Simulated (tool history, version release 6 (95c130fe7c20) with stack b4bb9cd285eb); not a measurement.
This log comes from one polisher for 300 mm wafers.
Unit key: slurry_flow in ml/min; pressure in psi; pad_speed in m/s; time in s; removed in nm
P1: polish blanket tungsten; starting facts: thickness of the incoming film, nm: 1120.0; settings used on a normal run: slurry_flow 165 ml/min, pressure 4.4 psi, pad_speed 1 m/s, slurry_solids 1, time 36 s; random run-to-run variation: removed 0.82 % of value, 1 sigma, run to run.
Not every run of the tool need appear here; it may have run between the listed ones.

run	hour	slurry_flow	pressure	pad_speed	slurry_solids	time	removed
1	6	165	4.4	1	1	36	232.09
2	11.5	165	4.4	1	1	36	228.24
3	16.6	165	4.4	0.72	1	23	105.58
4	20.7	165	6.5	1	1	36	339.32
# hour 25.3: slurry tank refilled with fresh slurry and peroxide
5	26.1	100	4.4	1	1	36	205.44
6	33.2	165	4.4	1	1	17	107.28
7	40.2	165	4.4	0.72	1	36	164.57
8	46.8	165	4.4	1.38	1	36	313.37
9	52.6	165	4.4	1	1	36	227.76
10	56.7	165	4.4	1	1	49	311.01
# hour 58: slurry blender recalibrated
11	60.7	165	4.4	1	1	36	230.52
12	64	240	4.4	1	1	36	239.46
13	68.3	165	4.4	1	1	36	226.79
14	72.2	165	4.4	1	1	36	227.27
15	75.8	165	4.4	1	1.4	36	244.61
16	82.4	165	4.4	1	0.7	36	211.59
17	89.2	165	3.2	1	1	36	167.61
18	92.3	165	4.4	1	1	36	229.17
19	95.4	165	2.3	1	1	50	164.25
20	102.7	165	4.4	1	1	36	229.49
21	109.6	165	4.4	1	1	36	222.73

Run 22 comes next. What will it give?
22	112.7	165	4.4	1	1	36	?

{"run 22": {"removed": 217.83}}
